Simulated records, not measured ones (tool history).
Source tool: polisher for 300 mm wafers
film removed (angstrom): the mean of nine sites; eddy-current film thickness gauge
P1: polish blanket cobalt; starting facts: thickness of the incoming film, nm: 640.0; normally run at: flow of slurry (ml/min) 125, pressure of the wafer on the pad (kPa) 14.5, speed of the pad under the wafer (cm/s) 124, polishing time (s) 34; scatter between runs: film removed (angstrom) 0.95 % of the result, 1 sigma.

run,hour,flow of slurry (ml/min),pressure of the wafer on the pad (kPa),speed of the pad under the wafer (cm/s),polishing time (s),film removed (angstrom)
1,5.5,125,14.5,124,34,2146.8
2,9.1,125,9,124,46,1775.1
3,13,125,14.5,124,34,2074.6
4,15.9,125,21.4,124,34,3178.2
5,22.1,125,14.5,124,34,2126.7
6,27.8,125,14.5,124,45,2797.1
7,31.4,195,14.5,124,34,2256.7
# hour 36.5: slurry nozzle cleaned
8,37.9,125,14.5,76,34,1321.7
9,41.7,195,18.6,124,34,2949.4
10,47.3,125,14.5,184,34,3150
# hour 52.9: worn pad replaced by a new one
11,53.8,125,14.5,124,34,2132
12,56.9,75,14.5,124,34,1856.3
13,62.3,125,14.5,124,15,930.39
14,66.2,125,14.5,124,34,2121.3
15,72.1,125,6.9,124,34,1009.8
16,78,125,14.5,124,34,2128.2
17,82.1,125,14.5,124,34,2138.9
18,87.4,125,14.5,124,34,2114
19,92.2,125,14.5,124,34,2100.1
20,96.7,125,14.5,124,34,2015.8

Run 21 is up next; what results do you expect?
21,99.8,125,14.5,124,34,?

film removed (angstrom): 1999.7
